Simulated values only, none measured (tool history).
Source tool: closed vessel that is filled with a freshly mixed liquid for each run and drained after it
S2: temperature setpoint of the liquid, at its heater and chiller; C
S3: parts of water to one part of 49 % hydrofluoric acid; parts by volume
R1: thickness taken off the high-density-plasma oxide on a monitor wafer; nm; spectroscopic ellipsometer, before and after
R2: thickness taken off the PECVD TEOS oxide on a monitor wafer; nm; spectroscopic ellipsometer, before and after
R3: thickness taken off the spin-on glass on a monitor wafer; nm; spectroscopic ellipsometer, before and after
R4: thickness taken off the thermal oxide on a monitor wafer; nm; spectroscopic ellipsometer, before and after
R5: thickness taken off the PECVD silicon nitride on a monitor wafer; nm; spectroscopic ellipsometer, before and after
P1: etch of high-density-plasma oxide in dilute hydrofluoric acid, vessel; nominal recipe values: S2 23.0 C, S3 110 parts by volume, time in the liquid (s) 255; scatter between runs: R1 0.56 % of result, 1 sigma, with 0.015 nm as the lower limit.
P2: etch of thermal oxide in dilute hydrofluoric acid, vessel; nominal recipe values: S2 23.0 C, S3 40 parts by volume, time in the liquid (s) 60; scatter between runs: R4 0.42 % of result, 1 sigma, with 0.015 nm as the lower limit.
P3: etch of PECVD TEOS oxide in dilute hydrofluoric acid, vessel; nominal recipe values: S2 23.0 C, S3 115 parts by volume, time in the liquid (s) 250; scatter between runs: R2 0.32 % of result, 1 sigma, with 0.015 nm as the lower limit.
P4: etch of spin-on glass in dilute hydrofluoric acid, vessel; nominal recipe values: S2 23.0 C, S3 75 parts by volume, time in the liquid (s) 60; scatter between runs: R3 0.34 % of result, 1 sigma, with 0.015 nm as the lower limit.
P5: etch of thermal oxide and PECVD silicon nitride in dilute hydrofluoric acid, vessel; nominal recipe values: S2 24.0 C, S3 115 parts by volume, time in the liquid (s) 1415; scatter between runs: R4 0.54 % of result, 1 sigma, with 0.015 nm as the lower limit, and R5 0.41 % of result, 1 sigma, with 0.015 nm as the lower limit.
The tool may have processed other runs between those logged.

Run 1, hour 12.6: process that ran P1, S2 23.0 C, S3 110 parts by volume, time in the liquid (s) 255. Result: R1 11.9920 nm.
Run 2, hour 26.8: process that ran P3, S2 23.0 C, S3 115 parts by volume, time in the liquid (s) 250. Result: R2 55.968 nm.
Run 3, hour 35.4: process that ran P4, S2 23.0 C, S3 75 parts by volume, time in the liquid (s) 60. Result: R3 40.611 nm.
Run 4, hour 46.4: process that ran P1, S2 28.0 C, S3 110 parts by volume, time in the liquid (s) 255. Result: R1 14.5720 nm.
Run 5, hour 61.9: process that ran P1, S2 23.0 C, S3 110 parts by volume, time in the liquid (s) 255. Result: R1 11.9010 nm.
Run 6, hour 75.1: process that ran P3, S2 23.0 C, S3 60 parts by volume, time in the liquid (s) 250. Result: R2 114.650 nm.
Run 7, hour 91.9: process that ran P5, S2 24.0 C, S3 115 parts by volume, time in the liquid (s) 2045. Result: R4 86.4290 nm, R5 73.465 nm.
Run 8, hour 107.0: process that ran P1, S2 17.0 C, S3 110 parts by volume, time in the liquid (s) 255. Result: R1 9.4473 nm.
Run 9, hour 119.6: process that ran P1, S2 23.0 C, S3 110 parts by volume, time in the liquid (s) 255. Result: R1 11.9400 nm.
Run 10, hour 127.8: process that ran P1, S2 23.0 C, S3 110 parts by volume, time in the liquid (s) 30. Result: R1 1.4217 nm.
Run 11, hour 140.8: process that ran P3, S2 23.0 C, S3 115 parts by volume, time in the liquid (s) 250. Result: R2 56.394 nm.
Run 12, hour 154.1: process that ran P1, S2 18.0 C, S3 110 parts by volume, time in the liquid (s) 360. Result: R1 13.8950 nm.
Run 13, hour 165.6: process that ran P3, S2 31.5 C, S3 115 parts by volume, time in the liquid (s) 250. Result: R2 77.489 nm.
Run 14, hour 178.4: process that ran P2, S2 23.0 C, S3 20 parts by volume, time in the liquid (s) 60. Result: R4 15.1540 nm.
Run 15, hour 186.2: process that ran P1, S2 23.0 C, S3 110 parts by volume, time in the liquid (s) 255. Result: R1 12.0910 nm.
Run 16, hour 201.5: process that ran P1, S2 23.0 C, S3 110 parts by volume, time in the liquid (s) 255. Result: R1 12.0170 nm.
Run 17, hour 217.6: process that ran P4, S2 19.0 C, S3 75 parts by volume, time in the liquid (s) 60. Result: R3 34.258 nm.
Run 18, hour 230.2: process that ran P3, S2 23.0 C, S3 115 parts by volume, time in the liquid (s) 105. Result: R2 23.557 nm.
Run 19, hour 246.6: process that ran P1, S2 23.0 C, S3 65 parts by volume, time in the liquid (s) 255. Result: R1 21.5510 nm.
Run 20, hour 261.1: process that ran P4, S2 23.0 C, S3 75 parts by volume, time in the liquid (s) 120. Result: R3 80.921 nm.
Run 21, hour 269.4: process that ran P4, S2 23.0 C, S3 75 parts by volume, time in the liquid (s) 60. Result: R3 40.219 nm.
Run 22, hour 279.9: process that ran P5, S2 24.0 C, S3 115 parts by volume, time in the liquid (s) 1415. Result: R4 59.7520 nm, R5 50.277 nm.
Run 23, hour 295.1: process that ran P2, S2 27.5 C, S3 40 parts by volume, time in the liquid (s) 60. Result: R4 8.8166 nm.
Run 24, hour 308.2: process that ran P1, S2 23.0 C, S3 110 parts by volume, time in the liquid (s) 255. Result: R1 12.0280 nm.
Run 25, hour 320.4: process that ran P4, S2 23.0 C, S3 20 parts by volume, time in the liquid (s) 60. Result: R3 162.870 nm.
Run 26, hour 329.3: process that ran P2, S2 23.0 C, S3 40 parts by volume, time in the liquid (s) 30. Result: R4 3.6791 nm.
Run 27, hour 336.6: process that ran P1, S2 23.0 C, S3 110 parts by volume, time in the liquid (s) 420. Result: R1 19.7610 nm.

Forecast run 28:
Run 28, hour 345.2: process that ran P2, S2 23.0 C, S3 40 parts by volume, time in the liquid (s) 60. Result: R4 ?.

R4: 7.4020 nm

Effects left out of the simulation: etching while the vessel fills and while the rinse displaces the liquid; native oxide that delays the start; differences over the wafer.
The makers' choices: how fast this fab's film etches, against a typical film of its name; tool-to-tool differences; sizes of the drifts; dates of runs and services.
